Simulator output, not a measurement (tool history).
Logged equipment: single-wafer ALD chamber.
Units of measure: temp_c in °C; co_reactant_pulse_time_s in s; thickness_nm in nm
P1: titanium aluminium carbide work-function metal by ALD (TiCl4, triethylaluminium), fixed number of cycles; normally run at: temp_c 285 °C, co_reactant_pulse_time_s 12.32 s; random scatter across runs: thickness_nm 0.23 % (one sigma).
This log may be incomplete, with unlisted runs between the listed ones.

{"run": 1, "hour": 4.1, "temp_c": 285, "co_reactant_pulse_time_s": 12.32, "thickness_nm": 1.8611}
{"run": 2, "hour": 11.6, "temp_c": 285, "co_reactant_pulse_time_s": 12.32, "thickness_nm": 1.8609}
{"run": 3, "hour": 16.0, "temp_c": 285, "co_reactant_pulse_time_s": 12.32, "thickness_nm": 1.8617}
{"run": 4, "hour": 23.8, "temp_c": 297, "co_reactant_pulse_time_s": 15.71, "thickness_nm": 1.9943}
{"run": 5, "hour": 27.4, "temp_c": 267, "co_reactant_pulse_time_s": 12.32, "thickness_nm": 1.7127}
{"run": 6, "hour": 31.2, "temp_c": 285, "co_reactant_pulse_time_s": 5.87, "thickness_nm": 1.6447}
{"run": 7, "hour": 37.4, "temp_c": 285, "co_reactant_pulse_time_s": 12.32, "thickness_nm": 1.8633}
{"run": 8, "hour": 42.6, "temp_c": 285, "co_reactant_pulse_time_s": 18.33, "thickness_nm": 1.8888}
{"run": 9, "hour": 47.9, "temp_c": 307, "co_reactant_pulse_time_s": 12.32, "thickness_nm": 2.0494}
{"run": 10, "hour": 54.2, "temp_c": 285, "co_reactant_pulse_time_s": 12.32, "thickness_nm": 1.8624}
{"run": 11, "hour": 59.5, "temp_c": 285, "co_reactant_pulse_time_s": 12.32, "thickness_nm": 1.8603}
{"run": 12, "hour": 63.3, "temp_c": 285, "co_reactant_pulse_time_s": 12.32, "thickness_nm": 1.8571}
{"run": 13, "hour": 70.5, "temp_c": 285, "co_reactant_pulse_time_s": 12.32, "thickness_nm": 1.8485}
{"run": 14, "hour": 78.1, "temp_c": 285, "co_reactant_pulse_time_s": 12.32, "thickness_nm": 1.8384}

For run 15, what comes out?
{"run": 15, "hour": 82.7, "temp_c": 285, "co_reactant_pulse_time_s": 12.32, "thickness_nm": "?"}

Run 15 measured thickness_nm 1.8419 nm.
